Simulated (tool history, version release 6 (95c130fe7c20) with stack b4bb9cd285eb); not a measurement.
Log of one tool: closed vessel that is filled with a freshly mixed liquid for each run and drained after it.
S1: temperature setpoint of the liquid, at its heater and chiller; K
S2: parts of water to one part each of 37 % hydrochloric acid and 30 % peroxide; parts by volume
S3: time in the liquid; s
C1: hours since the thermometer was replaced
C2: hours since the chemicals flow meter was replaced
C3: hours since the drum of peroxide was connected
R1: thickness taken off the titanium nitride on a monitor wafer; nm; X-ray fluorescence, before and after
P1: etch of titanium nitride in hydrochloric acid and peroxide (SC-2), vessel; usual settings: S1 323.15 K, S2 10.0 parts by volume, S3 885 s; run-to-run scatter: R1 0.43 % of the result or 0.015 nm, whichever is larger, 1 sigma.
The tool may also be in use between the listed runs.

run	hour	S1	S2	S3	C1	C2	C3	R1
1	4.8	323.15	10.0	885	2047.9	1039.9	398.7	16.9830
2	11.0	323.15	10.0	885	2054.1	1046.1	404.9	16.8960
3	16.7	311.15	10.0	485	2059.8	1051.8	410.6	4.0240
4	19.6	310.15	10.0	885	2062.7	1054.7	413.5	6.8797
5	22.9	323.15	10.0	885	2066.0	1058.0	416.8	16.8720
6	28.3	323.15	10.0	1710	2071.4	1063.4	422.2	32.5220
7	34.4	323.15	4.0	885	2077.5	1069.5	428.3	33.8960
8	37.3	323.15	17.5	885	2080.4	1072.4	431.2	10.3820
9	43.4	323.15	10.0	500	2086.5	1078.5	437.3	9.5743
10	49.4	339.65	10.0	885	2092.5	1084.5	443.3	47.9110
11	55.1	323.15	10.0	885	2098.2	1090.2	449.0	16.9790
12	59.1	323.15	10.0	885	2102.2	1094.2	453.0	17.0150
13	62.6	323.15	10.0	885	2105.7	1097.7	456.5	16.4210
14	65.8	323.15	10.0	885	2108.9	1100.9	459.7	16.0260

Forecast run 15:
15	69.8	323.15	10.0	885	2112.9	1104.9	463.7	?

R1: 15.7860 nm
